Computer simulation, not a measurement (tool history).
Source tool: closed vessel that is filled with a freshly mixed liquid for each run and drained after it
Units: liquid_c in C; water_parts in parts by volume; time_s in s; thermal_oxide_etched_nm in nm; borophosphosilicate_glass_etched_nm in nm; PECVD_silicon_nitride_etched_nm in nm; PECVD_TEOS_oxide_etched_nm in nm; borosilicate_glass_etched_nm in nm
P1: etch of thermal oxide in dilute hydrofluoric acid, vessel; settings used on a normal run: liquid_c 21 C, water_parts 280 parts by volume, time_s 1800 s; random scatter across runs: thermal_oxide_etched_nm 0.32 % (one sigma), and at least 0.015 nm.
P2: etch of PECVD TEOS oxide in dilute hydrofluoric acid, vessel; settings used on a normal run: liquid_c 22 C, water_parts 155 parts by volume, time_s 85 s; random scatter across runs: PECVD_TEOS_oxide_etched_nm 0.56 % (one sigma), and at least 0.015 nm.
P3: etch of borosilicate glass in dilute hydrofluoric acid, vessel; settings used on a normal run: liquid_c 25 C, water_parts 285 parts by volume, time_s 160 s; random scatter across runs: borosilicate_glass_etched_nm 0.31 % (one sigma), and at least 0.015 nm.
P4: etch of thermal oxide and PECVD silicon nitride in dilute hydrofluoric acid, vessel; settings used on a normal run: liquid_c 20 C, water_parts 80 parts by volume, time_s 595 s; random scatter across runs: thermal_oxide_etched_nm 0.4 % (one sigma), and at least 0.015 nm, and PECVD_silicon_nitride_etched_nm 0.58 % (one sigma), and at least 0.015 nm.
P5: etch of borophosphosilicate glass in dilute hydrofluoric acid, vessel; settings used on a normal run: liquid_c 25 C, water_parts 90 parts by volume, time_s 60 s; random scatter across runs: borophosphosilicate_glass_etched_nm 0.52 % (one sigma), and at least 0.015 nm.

run,hour,process,liquid_c,water_parts,time_s,thermal_oxide_etched_nm,borophosphosilicate_glass_etched_nm,PECVD_silicon_nitride_etched_nm,PECVD_TEOS_oxide_etched_nm,borosilicate_glass_etched_nm
1,11,P1,21,280,1800,22.489,,,,
2,21.3,P5,32.5,90,60,,43.502,,,
3,32.5,P1,21,165,1800,42.832,,,,
4,38.5,P5,25,90,30,,16.455,,,
5,43.9,P4,20,80,185,9.2522,,3.0542,,
6,50,P1,27.5,280,1800,28.346,,,,
7,56.9,P2,18,155,85,,,,7.4965,
8,64.5,P5,25,90,60,,32.76,,,
9,72.4,P4,20,80,595,29.714,,9.8651,,
10,82.2,P2,22,155,135,,,,13.777,
11,92.5,P1,21,280,1800,22.596,,,,
12,100.1,P1,21,280,355,4.4507,,,,
13,107.4,P3,25,285,160,,,,,16.721
14,116.2,P1,21,280,1800,22.592,,,,
15,123.6,P1,21,480,1800,11.086,,,,
16,132.6,P3,25,285,30,,,,,3.1001
17,138.2,P1,17,280,1800,19.387,,,,
18,145,P2,22,155,85,,,,8.7806,
19,154.1,P1,21,280,3440,43.048,,,,
20,165.5,P1,21,135,405,12.273,,,,
21,173.2,P4,20,30,595,84.21,,25.678,,
22,184.5,P1,21,280,1800,22.621,,,,
23,194.4,P3,25,285,160,,,,,16.624
24,202.2,P2,22,285,85,,,,4.1844,
25,213,P3,25,435,160,,,,,9.4213
26,223.8,P4,24.5,80,595,35.622,,13.446,,
27,229.4,P5,25,45,60,,69.987,,,
28,240.8,P1,21,280,1800,22.547,,,,
29,251.7,P3,19.5,285,160,,,,,13.675
30,259.5,P1,21,280,1800,22.443,,,,
31,265.4,P1,21,280,1800,23.123,,,,
32,272.8,P1,21,280,1800,23.308,,,,
33,281.7,P1,21,280,1800,23.88,,,,
34,290.6,P1,21,280,1800,24.001,,,,
35,300.7,P1,21,280,1800,24.141,,,,
36,311.8,P1,21,280,1800,24.299,,,,
37,317.8,P1,21,280,1800,24.314,,,,
38,329.1,P1,21,280,1800,24.324,,,,
39,338.4,P1,21,280,1800,24.337,,,,
40,345.2,P1,21,280,1800,24.514,,,,
41,351.7,P1,21,280,1800,24.508,,,,

P1 no longer gives what it gave before; its output has crept away from where it was. The following 2 causes, each at its listed size, fit the log equally well:
A: liquid hotter than its thermometer reads (K) = 2.25
B: hydrofluoric acid flow above the setpoint (%) = 6.65
At approximately hour 259.5, the process output began to creep.

4 check runs are offered, one wafer each, their results left as question marks. Which one tells the causes apart?
check 1,358.2,P5,31.5,90,30,,?,,,
check 2,358.2,P4,23.5,50,595,?,,?,,
check 3,358.2,P2,22,280,135,,,,?,
check 4,358.2,P3,20,285,160,,,,,?

How each check would come out, cause by cause:
check,result,if A,if B
check 1,borophosphosilicate_glass_etched_nm,22.846,22.611
check 2,thermal_oxide_etched_nm,62.394,60.938
check 2,PECVD_silicon_nitride_etched_nm,22.999,21.061
check 3,PECVD_TEOS_oxide_etched_nm,7.3522,7.3606
check 4,borosilicate_glass_etched_nm,15.096,15.08
Separation of the two closest causes in each check, using whichever result separates them best: check 1 1.04 %; check 2 8.81 %; check 3 0.11 %; check 4 0.11 %
Only in check 2 would the causes give clearly different results; in the remaining checks their results would be nearly the same.

With check 2 done, the readings were: thermal_oxide_etched_nm 62.19 nm; PECVD_silicon_nitride_etched_nm 22.998 nm. Identify which of the listed causes applies.

A is the cause: liquid hotter than its thermometer reads (K).
